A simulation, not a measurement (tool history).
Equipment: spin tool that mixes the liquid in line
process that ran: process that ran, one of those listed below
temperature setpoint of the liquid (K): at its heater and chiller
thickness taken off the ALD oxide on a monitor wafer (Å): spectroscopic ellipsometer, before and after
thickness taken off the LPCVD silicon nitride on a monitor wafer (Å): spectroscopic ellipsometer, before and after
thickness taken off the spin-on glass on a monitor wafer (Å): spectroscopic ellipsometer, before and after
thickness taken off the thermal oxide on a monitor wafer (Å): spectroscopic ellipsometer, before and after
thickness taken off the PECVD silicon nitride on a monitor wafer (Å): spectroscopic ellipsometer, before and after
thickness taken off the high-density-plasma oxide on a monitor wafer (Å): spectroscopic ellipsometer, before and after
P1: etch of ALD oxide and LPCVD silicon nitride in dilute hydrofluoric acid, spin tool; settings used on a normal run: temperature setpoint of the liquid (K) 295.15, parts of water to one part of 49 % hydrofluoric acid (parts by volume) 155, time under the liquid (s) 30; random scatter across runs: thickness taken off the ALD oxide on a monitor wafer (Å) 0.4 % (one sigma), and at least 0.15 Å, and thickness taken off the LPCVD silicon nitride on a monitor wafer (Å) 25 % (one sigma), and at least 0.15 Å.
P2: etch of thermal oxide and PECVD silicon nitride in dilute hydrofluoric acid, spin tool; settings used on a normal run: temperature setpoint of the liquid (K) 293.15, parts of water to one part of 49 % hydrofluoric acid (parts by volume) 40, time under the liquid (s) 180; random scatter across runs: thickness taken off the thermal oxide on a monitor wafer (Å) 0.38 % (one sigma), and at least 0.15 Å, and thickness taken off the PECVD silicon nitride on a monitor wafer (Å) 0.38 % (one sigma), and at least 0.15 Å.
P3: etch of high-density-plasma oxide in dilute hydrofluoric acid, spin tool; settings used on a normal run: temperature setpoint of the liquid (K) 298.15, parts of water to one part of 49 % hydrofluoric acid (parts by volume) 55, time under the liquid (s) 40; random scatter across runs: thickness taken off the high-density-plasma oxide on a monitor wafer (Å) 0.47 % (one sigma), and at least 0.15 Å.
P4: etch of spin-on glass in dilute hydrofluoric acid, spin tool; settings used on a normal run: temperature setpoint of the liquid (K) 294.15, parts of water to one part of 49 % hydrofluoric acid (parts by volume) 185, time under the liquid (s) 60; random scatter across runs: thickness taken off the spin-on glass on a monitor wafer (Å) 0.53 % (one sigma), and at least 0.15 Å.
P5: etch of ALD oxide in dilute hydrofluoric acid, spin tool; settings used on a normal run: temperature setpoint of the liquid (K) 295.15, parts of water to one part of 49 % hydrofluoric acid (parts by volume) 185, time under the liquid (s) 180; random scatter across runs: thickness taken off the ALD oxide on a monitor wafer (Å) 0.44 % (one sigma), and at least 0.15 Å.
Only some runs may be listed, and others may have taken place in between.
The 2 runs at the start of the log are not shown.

run,hour,process that ran,temperature setpoint of the liquid (K),parts of water to one part of 49 % hydrofluoric acid (parts by volume),time under the liquid (s),thickness taken off the ALD oxide on a monitor wafer (Å),thickness taken off the LPCVD silicon nitride on a monitor wafer (Å),thickness taken off the spin-on glass on a monitor wafer (Å),thickness taken off the thermal oxide on a monitor wafer (Å),thickness taken off the PECVD silicon nitride on a monitor wafer (Å),thickness taken off the high-density-plasma oxide on a monitor wafer (Å)
3,25.5,P4,301.65,185,60,,,116.92,,,
4,31.6,P2,293.15,40,315,,,,332.42,121.9,
5,40.8,P5,295.15,100,180,432.67,,,,,
6,52.6,P5,295.15,185,260,305.96,,,,,
7,61.6,P2,299.65,40,180,,,,248.54,109.1,
8,67.9,P2,293.15,60,180,,,,123.39,47.098,
# hour 79: thermometer replaced
9,79.1,P4,294.15,185,60,,,87.282,,,
10,86.3,P5,295.15,185,180,210.94,,,,,
11,92.7,P2,293.15,40,180,,,,189.82,69.795,
12,103.6,P1,295.15,155,30,53.41,1.0857,,,,
13,113.7,P1,295.15,155,30,53.214,0.61363,,,,
14,125,P4,294.15,185,105,,,154.7,,,
15,135.1,P3,298.15,55,40,,,,,,42.773
16,146,P1,295.15,265,30,27.74,0.43476,,,,
17,158.3,P1,290.15,155,30,44.06,0.20804,,,,
18,165.8,P3,298.15,25,40,,,,,,97.406
19,176.8,P4,294.15,295,60,,,49.301,,,
20,183.2,P1,295.15,155,30,53.715,0.69901,,,,
21,195.8,P3,294.15,55,40,,,,,,35.994
22,207.8,P1,295.15,155,30,53.477,0.90614,,,,
23,218.5,P5,290.15,185,180,174.39,,,,,
24,225.2,P1,295.15,155,15,26.961,0.2224,,,,

Run 25, settings as shown, results not yet in. Your forecast:
25,237.1,P3,298.15,55,65,,,,,,?

{"run 25": {"thickness taken off the high-density-plasma oxide on a monitor wafer (Å)": 68.553}}
